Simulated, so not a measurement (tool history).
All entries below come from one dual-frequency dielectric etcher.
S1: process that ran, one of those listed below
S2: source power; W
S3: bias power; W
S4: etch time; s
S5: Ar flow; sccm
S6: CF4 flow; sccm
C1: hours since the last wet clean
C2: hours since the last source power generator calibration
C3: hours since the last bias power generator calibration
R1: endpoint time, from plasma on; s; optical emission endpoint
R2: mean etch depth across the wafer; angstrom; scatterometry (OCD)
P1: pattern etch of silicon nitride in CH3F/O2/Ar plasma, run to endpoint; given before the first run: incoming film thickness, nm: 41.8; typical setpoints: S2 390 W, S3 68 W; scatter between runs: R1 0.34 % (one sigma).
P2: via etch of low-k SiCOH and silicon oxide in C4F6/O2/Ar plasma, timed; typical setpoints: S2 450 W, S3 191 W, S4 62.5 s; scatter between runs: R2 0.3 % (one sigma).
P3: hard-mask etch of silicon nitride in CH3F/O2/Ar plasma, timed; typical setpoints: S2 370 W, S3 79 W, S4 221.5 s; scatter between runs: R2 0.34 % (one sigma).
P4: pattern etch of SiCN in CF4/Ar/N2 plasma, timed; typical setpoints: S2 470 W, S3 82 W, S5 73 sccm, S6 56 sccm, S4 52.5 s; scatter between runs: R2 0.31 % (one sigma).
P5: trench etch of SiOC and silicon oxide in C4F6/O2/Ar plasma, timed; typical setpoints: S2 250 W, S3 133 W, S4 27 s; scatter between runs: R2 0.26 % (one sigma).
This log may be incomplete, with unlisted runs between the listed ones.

run,hour,S1,S2,S3,S4,S5,S6,C1,C2,C3,R1,R2
1,16.9,P1,390,68,,,,88.1,607.3,309.4,63.99,
2,35.1,P5,250,133,20,,,106.3,625.5,327.6,,309.17
3,51.3,P1,390,68,,,,122.5,641.7,343.8,63.796,
# hour 53.6: source power generator calibrated
4,63.7,P1,390,68,,,,134.9,10.2,356.2,63.845,
5,81.2,P2,450,191,62.5,,,152.4,27.7,373.7,,1855.9
6,91.3,P1,390,89,,,,162.5,37.8,383.8,58.217,
7,102.5,P5,160,133,27,,,173.7,49,395,,350.86
8,115,P1,470,55,,,,186.2,61.5,407.5,63.721,
9,128.2,P1,390,68,,,,199.4,74.7,420.7,63.564,
10,137.7,P2,450,250,62.5,,,208.9,84.2,430.2,,2025.2
11,151.3,P1,500,80,,,,222.5,97.8,443.8,54.898,
12,160.4,P4,470,82,29,73,56,231.6,106.9,452.9,,280.29
13,175.9,P3,370,55,221.5,,,247.1,122.4,468.4,,1421.4
14,191.1,P4,470,82,52.5,96,56,262.3,137.6,483.6,,485.79
15,202.2,P2,450,191,41.5,,,273.4,148.7,494.7,,1232
16,220,P2,450,191,62.5,,,291.2,166.5,512.5,,1864.9
17,236.6,P1,250,68,,,,307.8,183.1,529.1,75.666,
18,244.8,P4,600,82,52.5,73,56,316,191.3,537.3,,629.52
19,257.6,P4,470,50,52.5,73,56,328.8,204.1,550.1,,430.6
20,269.8,P1,390,53,,,,341,216.3,562.3,69.021,
21,286.8,P5,250,133,27,,,358,233.3,579.3,,416.85
22,302.3,P3,220,79,221.5,,,373.5,248.8,594.8,,1324.3
23,319.3,P5,250,187,27,,,390.5,265.8,611.8,,464.32
24,328.6,P5,250,133,27,,,399.8,275.1,621.1,,416.52
25,337.6,P2,300,191,62.5,,,408.8,284.1,630.1,,1585.6
26,349.3,P1,540,68,,,,420.5,295.8,641.8,56.416,
27,358.9,P1,390,68,,,,430.1,305.4,651.4,63.823,
28,376.8,P3,370,79,158,,,448,323.3,669.3,,1142.2
29,393.7,P3,370,79,221.5,,,464.9,340.2,686.2,,1609.5
30,402.4,P4,470,82,52.5,73,45,473.6,348.9,694.9,,495.14
31,412.1,P4,470,82,52.5,73,56,483.3,358.6,704.6,,507.67
32,426.1,P1,290,91,,,,497.3,372.6,718.6,64.375,
33,438.3,P1,390,68,,,,509.5,384.8,730.8,63.977,

Forecast run 34:
34,446.5,P1,390,68,,,,517.7,393,739,?,

{"run 34": {"R1": 64.202}}
